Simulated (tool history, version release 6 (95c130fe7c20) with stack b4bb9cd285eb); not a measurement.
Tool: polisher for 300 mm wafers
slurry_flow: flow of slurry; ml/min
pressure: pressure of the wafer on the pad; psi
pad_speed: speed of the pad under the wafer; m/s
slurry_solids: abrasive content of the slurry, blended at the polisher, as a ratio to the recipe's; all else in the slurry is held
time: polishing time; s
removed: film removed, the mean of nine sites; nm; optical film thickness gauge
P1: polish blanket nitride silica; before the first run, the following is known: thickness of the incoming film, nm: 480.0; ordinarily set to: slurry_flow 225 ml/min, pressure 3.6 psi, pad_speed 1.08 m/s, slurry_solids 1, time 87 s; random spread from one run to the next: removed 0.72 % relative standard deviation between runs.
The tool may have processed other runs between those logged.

run	hour	slurry_flow	pressure	pad_speed	slurry_solids	time	removed
1	10.8	225	3.6	1.08	1	87	59.995
2	19.1	225	3.6	1.08	0.75	123	72.863
3	33	225	3.6	1.08	1	87	60.123
4	49.9	135	3.6	1.08	1	87	55.219
5	61.8	175	3.6	1.08	0.7	87	48.397
6	76.8	225	3.6	1.58	1	87	81.497
7	89	225	3.6	1.08	1	132	90.607
8	104.5	225	3.6	1.08	1	87	59.137
# hour 108: conditioning disc replaced and pad reconditioned
9	119.4	225	3.6	0.7	1	87	42.422
10	135.9	225	3.6	1.08	1	87	59.805
11	146	225	3.6	0.56	1	43	17.679
12	163.7	225	3.6	1.08	1.35	87	67.969
13	179.2	225	3.6	1.08	1	87	59.999
14	196.9	225	3.6	1.08	0.5	87	40.899
15	212.1	225	3.6	1.08	1	58	40.274
16	229.7	355	3.6	1.08	1	87	63.076

What will run 17 give?
17	246.2	225	3.6	1.08	1	87	?

removed: 59.889 nm
